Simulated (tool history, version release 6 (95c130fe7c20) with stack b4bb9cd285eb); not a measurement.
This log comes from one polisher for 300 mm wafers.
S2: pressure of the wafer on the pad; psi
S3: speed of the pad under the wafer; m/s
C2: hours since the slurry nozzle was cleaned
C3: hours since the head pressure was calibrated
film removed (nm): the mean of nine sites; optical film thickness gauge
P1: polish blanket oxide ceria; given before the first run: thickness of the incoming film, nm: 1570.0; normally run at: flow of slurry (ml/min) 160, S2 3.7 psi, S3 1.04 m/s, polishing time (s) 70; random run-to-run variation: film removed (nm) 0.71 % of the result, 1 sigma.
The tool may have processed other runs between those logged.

run 1 day=0.175 | flow_of_slurry_(ml/min)=160 S2=3.7 S3=1.04 polishing_time_(s)=70 | wafers_polished_on_this_pad=837 C2=191.1 C3=295.1 | film_removed_(nm)=409.59
run 2 day=0.3 | flow_of_slurry_(ml/min)=160 S2=5.9 S3=1.04 polishing_time_(s)=70 | wafers_polished_on_this_pad=872 C2=194.1 C3=298.1 | film_removed_(nm)=660.6
-- day=0.35 head pressure recalibrated
run 3 day=0.525 | flow_of_slurry_(ml/min)=120 S2=1.7 S3=1.04 polishing_time_(s)=70 | wafers_polished_on_this_pad=936 C2=199.5 C3=4.3 | film_removed_(nm)=181.3
run 4 day=0.638 | flow_of_slurry_(ml/min)=160 S2=3.7 S3=0.46 polishing_time_(s)=70 | wafers_polished_on_this_pad=967 C2=202.2 C3=7 | film_removed_(nm)=184.05
run 5 day=0.779 | flow_of_slurry_(ml/min)=160 S2=3.7 S3=1.04 polishing_time_(s)=70 | wafers_polished_on_this_pad=1007 C2=205.6 C3=10.4 | film_removed_(nm)=419.04
run 6 day=1.021 | flow_of_slurry_(ml/min)=160 S2=3.7 S3=1.58 polishing_time_(s)=70 | wafers_polished_on_this_pad=1076 C2=211.4 C3=16.2 | film_removed_(nm)=622.94
run 7 day=1.162 | flow_of_slurry_(ml/min)=160 S2=3.7 S3=1.04 polishing_time_(s)=70 | wafers_polished_on_this_pad=1116 C2=214.8 C3=19.6 | film_removed_(nm)=411.27
run 8 day=1.296 | flow_of_slurry_(ml/min)=245 S2=3.7 S3=1.04 polishing_time_(s)=70 | wafers_polished_on_this_pad=1153 C2=218 C3=22.8 | film_removed_(nm)=435.72
run 9 day=1.471 | flow_of_slurry_(ml/min)=160 S2=3.7 S3=1.04 polishing_time_(s)=36 | wafers_polished_on_this_pad=1203 C2=222.2 C3=27 | film_removed_(nm)=215.69
run 10 day=1.671 | flow_of_slurry_(ml/min)=160 S2=3.7 S3=0.56 polishing_time_(s)=53 | wafers_polished_on_this_pad=1259 C2=227 C3=31.8 | film_removed_(nm)=169.29
run 11 day=1.8 | flow_of_slurry_(ml/min)=160 S2=2.7 S3=1.04 polishing_time_(s)=70 | wafers_polished_on_this_pad=1296 C2=230.1 C3=34.9 | film_removed_(nm)=302.96
run 12 day=1.921 | flow_of_slurry_(ml/min)=160 S2=1.9 S3=1.04 polishing_time_(s)=99 | wafers_polished_on_this_pad=1330 C2=233 C3=37.8 | film_removed_(nm)=297.83
run 13 day=2.125 | flow_of_slurry_(ml/min)=160 S2=3.7 S3=1.04 polishing_time_(s)=109 | wafers_polished_on_this_pad=1388 C2=237.9 C3=42.7 | film_removed_(nm)=645.11
run 14 day=2.267 | flow_of_slurry_(ml/min)=160 S2=3.7 S3=1.04 polishing_time_(s)=70 | wafers_polished_on_this_pad=1428 C2=241.3 C3=46.1 | film_removed_(nm)=416.39
run 15 day=2.479 | flow_of_slurry_(ml/min)=160 S2=3.7 S3=1.04 polishing_time_(s)=70 | wafers_polished_on_this_pad=1488 C2=246.4 C3=51.2 | film_removed_(nm)=413.89
run 16 day=2.738 | flow_of_slurry_(ml/min)=95 S2=3.7 S3=1.04 polishing_time_(s)=70 | wafers_polished_on_this_pad=1560 C2=252.6 C3=57.4 | film_removed_(nm)=368.86
run 17 day=2.996 | flow_of_slurry_(ml/min)=160 S2=3.7 S3=1.04 polishing_time_(s)=70 | wafers_polished_on_this_pad=1633 C2=258.8 C3=63.6 | film_removed_(nm)=417.54
run 18 day=3.221 | flow_of_slurry_(ml/min)=160 S2=3.7 S3=1.04 polishing_time_(s)=70 | wafers_polished_on_this_pad=1697 C2=264.2 C3=69 | film_removed_(nm)=395.71

Run 19 comes next. What will it give?
run 19 day=3.362 | flow_of_slurry_(ml/min)=160 S2=3.7 S3=1.04 polishing_time_(s)=70 | wafers_polished_on_this_pad=1737 C2=267.6 C3=72.4 | film_removed_(nm)=?

{"run 19": {"film removed (nm)": 391.42}}

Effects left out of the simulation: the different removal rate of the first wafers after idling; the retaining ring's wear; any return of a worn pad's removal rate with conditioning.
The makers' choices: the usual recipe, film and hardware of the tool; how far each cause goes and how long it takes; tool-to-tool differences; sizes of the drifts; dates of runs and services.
